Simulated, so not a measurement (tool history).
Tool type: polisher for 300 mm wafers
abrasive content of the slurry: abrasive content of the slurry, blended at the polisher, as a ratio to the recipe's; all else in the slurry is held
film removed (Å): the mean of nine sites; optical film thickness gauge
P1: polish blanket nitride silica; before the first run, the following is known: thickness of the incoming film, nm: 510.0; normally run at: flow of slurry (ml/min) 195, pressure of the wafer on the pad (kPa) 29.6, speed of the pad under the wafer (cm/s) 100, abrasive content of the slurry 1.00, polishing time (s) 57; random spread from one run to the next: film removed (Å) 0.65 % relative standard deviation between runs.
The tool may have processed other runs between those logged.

run	hour	flow of slurry (ml/min)	pressure of the wafer on the pad (kPa)	speed of the pad under the wafer (cm/s)	abrasive content of the slurry	polishing time (s)	wafers polished on this pad	hours since the slurry nozzle was cleaned	hours since the head pressure was calibrated	hours since the slurry blender was calibrated	hours since the conditioning disc was replaced	film removed (Å)
1	5.2	195	29.6	100	1.00	57	285	384.5	494.0	97.8	54.6	430.48
2	9.3	195	29.6	100	1.00	89	345	388.6	498.1	101.9	58.7	678.00
3	12.2	115	29.6	100	1.00	57	387	391.5	501.0	104.8	61.6	392.58
4	17.3	195	29.6	100	1.00	26	462	396.6	506.1	109.9	66.7	197.03
5	20.8	195	29.6	44	1.00	57	513	400.1	509.6	113.4	70.2	224.32
6	24.4	195	29.6	100	1.00	57	566	403.7	513.2	117.0	73.8	439.68
7	28.2	195	29.6	150	1.00	57	621	407.5	517.0	120.8	77.6	601.65
8	32.6	195	29.6	100	1.00	57	685	411.9	521.4	125.2	82.0	437.32
# hour 35.1: slurry blender recalibrated
9	37.1	195	29.6	100	1.00	57	751	416.4	525.9	2.1	86.5	438.10
10	39.7	195	17.2	100	1.00	57	789	419.0	528.5	4.7	89.1	252.67
11	44.2	195	29.6	100	0.60	57	855	423.5	533.0	9.2	93.6	327.72
# hour 46.6: worn pad replaced by a new one
12	46.8	195	44.8	100	0.65	57	3	426.1	535.6	11.8	96.2	524.68
13	52.0	290	29.6	100	1.00	57	79	431.3	540.8	17.0	101.4	453.23
14	56.5	195	45.5	100	1.00	57	145	435.8	545.3	21.5	105.9	665.05
15	58.9	195	29.6	100	1.40	57	180	438.2	547.7	23.9	108.3	498.88
16	62.9	195	29.6	100	1.00	57	238	442.2	551.7	27.9	112.3	436.35
17	66.6	195	29.6	100	1.00	57	292	445.9	555.4	31.6	116.0	420.63
18	68.9	195	29.6	100	1.00	57	326	448.2	557.7	33.9	118.3	409.40
19	73.8	195	29.6	100	1.00	57	397	453.1	562.6	38.8	123.2	400.03
20	77.3	195	29.6	100	1.00	57	448	456.6	566.1	42.3	126.7	396.92
21	80.9	195	29.6	100	1.00	57	501	460.2	569.7	45.9	130.3	393.36
# hour 81.4: conditioning disc replaced and pad reconditioned
22	83.9	195	29.6	100	1.00	57	545	463.2	572.7	48.9	2.5	395.11
# hour 84.7: worn pad replaced by a new one
# hour 86.0: slurry nozzle cleaned
23	88.3	195	29.6	100	1.00	57	53	2.4	577.1	53.3	6.9	390.31
24	91.8	195	29.6	100	1.00	57	104	5.9	580.6	56.8	10.4	389.97
25	94.1	195	29.6	100	1.00	57	138	8.2	582.9	59.1	12.7	390.18

Compared with where it was, what P1 gives has crept away. Each cause listed below fits the log as well as the rest, at the size given for it:
A: abrasive missing from the slurry, % = 19.1
B: head's pressure below its setpoint, % = 9.71
The creep began at about hour 62.9.
Excluded causes, each with its reason:
removal rate lost through wear of the pad, %: serviced at hour 84.7, after the drift had started, without restoring the earlier output
slurry flow missing at the pad, %: serviced at hour 86.0, after the drift had started, without restoring the earlier output
time polished since the conditioner stopped cutting, s: serviced at hour 81.4, after the drift had started, without restoring the earlier output

Each of the check runs listed below is run on 5 wafers and reports their average, with the results left as question marks. Pick the one under which the possible causes would lead to clearly different results.
check 1	96.4	195	20.0	100	1.00	30						?
check 2	96.4	275	29.6	100	1.00	87						?
check 3	96.4	195	29.6	100	0.65	57						?
check 4	96.4	195	37.9	100	1.00	57						?

What every check run would give for each of its results, assuming each possible cause in turn:
check	result	if A	if B
check 1	film removed (Å)	139.01	138.99
check 2	film removed (Å)	622.07	621.95
check 3	film removed (Å)	307.59	314.56
check 4	film removed (Å)	500.93	500.83
Separation of the two closest causes in each check, using whichever result separates them best: check 1 0.02 %; check 2 0.02 %; check 3 2.24 %; check 4 0.02 %
The other checks would show nearly matching results whichever cause is true, so check 3 is the only one that separates the causes.

Here is what check 3 returned: film removed (Å) 315.25. Which cause is it?

The correct cause is B, namely: head's pressure below its setpoint, %.
